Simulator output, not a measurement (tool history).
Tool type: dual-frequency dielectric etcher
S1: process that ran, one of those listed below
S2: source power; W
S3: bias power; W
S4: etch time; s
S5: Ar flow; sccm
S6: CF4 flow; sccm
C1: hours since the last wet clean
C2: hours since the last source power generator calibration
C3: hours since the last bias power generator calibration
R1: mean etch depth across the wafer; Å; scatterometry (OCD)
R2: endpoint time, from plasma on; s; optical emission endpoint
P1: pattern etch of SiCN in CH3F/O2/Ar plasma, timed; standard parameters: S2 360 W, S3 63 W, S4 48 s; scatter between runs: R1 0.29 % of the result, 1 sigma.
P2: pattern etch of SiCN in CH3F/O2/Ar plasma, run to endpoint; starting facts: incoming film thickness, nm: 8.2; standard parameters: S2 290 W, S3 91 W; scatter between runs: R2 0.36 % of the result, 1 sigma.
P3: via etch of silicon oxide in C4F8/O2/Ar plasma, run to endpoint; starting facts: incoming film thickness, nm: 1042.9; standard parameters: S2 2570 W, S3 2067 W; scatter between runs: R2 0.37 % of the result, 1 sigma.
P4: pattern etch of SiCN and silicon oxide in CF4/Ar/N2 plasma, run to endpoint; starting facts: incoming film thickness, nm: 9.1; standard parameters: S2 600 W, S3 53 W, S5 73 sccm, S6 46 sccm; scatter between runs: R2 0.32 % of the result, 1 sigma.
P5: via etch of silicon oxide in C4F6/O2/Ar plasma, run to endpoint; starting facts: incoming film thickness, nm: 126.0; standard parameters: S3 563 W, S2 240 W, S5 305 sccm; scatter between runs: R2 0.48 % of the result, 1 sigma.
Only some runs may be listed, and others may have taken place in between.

{"run": 1, "hour": 2.8, "S1": "P1", "S2": 360, "S3": 63, "S4": 48, "C1": 318.5, "C2": 350.4, "C3": 644.3, "R1": 163.4}
{"run": 2, "hour": 6.7, "S1": "P1", "S2": 360, "S3": 37, "S4": 48, "C1": 322.4, "C2": 354.3, "C3": 648.2, "R1": 137.59}
{"run": 3, "hour": 9.8, "S1": "P4", "S2": 400, "S3": 53, "S5": 73, "S6": 46, "C1": 325.5, "C2": 357.4, "C3": 651.3, "R2": 13.353}
{"run": 4, "hour": 13.5, "S1": "P1", "S2": 360, "S3": 63, "S4": 48, "C1": 329.2, "C2": 361.1, "C3": 655, "R1": 163.3}
{"run": 5, "hour": 17.4, "S1": "P5", "S2": 240, "S3": 389, "S5": 305, "C1": 333.1, "C2": 365, "C3": 658.9, "R2": 36.557}
{"run": 6, "hour": 20.0, "S1": "P4", "S2": 600, "S3": 53, "S5": 73, "S6": 46, "C1": 335.7, "C2": 367.6, "C3": 661.5, "R2": 9.3395}
{"run": 7, "hour": 21.8, "S1": "P5", "S2": 190, "S3": 563, "S5": 305, "C1": 337.5, "C2": 369.4, "C3": 663.3, "R2": 35.345}
{"run": 8, "hour": 24.5, "S1": "P4", "S2": 600, "S3": 53, "S5": 44, "S6": 46, "C1": 340.2, "C2": 372.1, "C3": 666, "R2": 8.5917}
{"run": 9, "hour": 28.5, "S1": "P1", "S2": 430, "S3": 45, "S4": 48, "C1": 344.2, "C2": 376.1, "C3": 670, "R1": 155.09}
{"run": 10, "hour": 30.5, "S1": "P3", "S2": 2570, "S3": 2067, "C1": 346.2, "C2": 378.1, "C3": 672, "R2": 187.14}
{"run": 11, "hour": 32.8, "S1": "P5", "S2": 240, "S3": 563, "S5": 305, "C1": 348.5, "C2": 380.4, "C3": 674.3, "R2": 31.799}
{"run": 12, "hour": 35.1, "S1": "P1", "S2": 360, "S3": 63, "S4": 48, "C1": 350.8, "C2": 382.7, "C3": 676.6, "R1": 162.65}
{"run": 13, "hour": 37.8, "S1": "P3", "S2": 2570, "S3": 2691, "C1": 353.5, "C2": 385.4, "C3": 679.3, "R2": 172.68}
{"run": 14, "hour": 39.9, "S1": "P2", "S2": 230, "S3": 91, "C1": 355.6, "C2": 387.5, "C3": 681.4, "R2": 24.54}
{"run": 15, "hour": 43.7, "S1": "P4", "S2": 600, "S3": 37, "S5": 73, "S6": 46, "C1": 359.4, "C2": 391.3, "C3": 685.2, "R2": 10.351}
{"hour": 45.3, "done": "source power generator calibrated"}
{"run": 16, "hour": 47.4, "S1": "P4", "S2": 600, "S3": 53, "S5": 73, "S6": 46, "C1": 363.1, "C2": 2.2, "C3": 688.9, "R2": 9.3118}
{"run": 17, "hour": 49.4, "S1": "P1", "S2": 360, "S3": 63, "S4": 48, "C1": 365.1, "C2": 4.2, "C3": 690.9, "R1": 162.76}
{"run": 18, "hour": 52.9, "S1": "P1", "S2": 250, "S3": 63, "S4": 48, "C1": 368.6, "C2": 7.7, "C3": 694.4, "R1": 141.87}
{"run": 19, "hour": 54.9, "S1": "P3", "S2": 1910, "S3": 2067, "C1": 370.6, "C2": 9.7, "C3": 696.4, "R2": 211.23}
{"run": 20, "hour": 56.9, "S1": "P5", "S2": 240, "S3": 563, "S5": 182, "C1": 372.6, "C2": 11.7, "C3": 698.4, "R2": 30.37}
{"run": 21, "hour": 60.7, "S1": "P2", "S2": 290, "S3": 121, "C1": 376.4, "C2": 15.5, "C3": 702.2, "R2": 20.148}
{"run": 22, "hour": 64.6, "S1": "P3", "S2": 2570, "S3": 2067, "C1": 380.3, "C2": 19.4, "C3": 706.1, "R2": 187.41}
{"run": 23, "hour": 68.3, "S1": "P1", "S2": 360, "S3": 63, "S4": 29.5, "C1": 384, "C2": 23.1, "C3": 709.8, "R1": 99.702}
{"run": 24, "hour": 70.5, "S1": "P4", "S2": 600, "S3": 53, "S5": 73, "S6": 27, "C1": 386.2, "C2": 25.3, "C3": 712, "R2": 10.32}
{"run": 25, "hour": 73.2, "S1": "P1", "S2": 360, "S3": 63, "S4": 66, "C1": 388.9, "C2": 28, "C3": 714.7, "R1": 223.78}
{"run": 26, "hour": 76.9, "S1": "P1", "S2": 360, "S3": 87, "S4": 48, "C1": 392.6, "C2": 31.7, "C3": 718.4, "R1": 183.27}

What does the tool deliver on the next run?
{"run": 27, "hour": 80.8, "S1": "P1", "S2": 440, "S3": 63, "S4": 48, "C1": 396.5, "C2": 35.6, "C3": 722.3, "R1": "?"}

Logged for run 27: R1 175.32 Å.
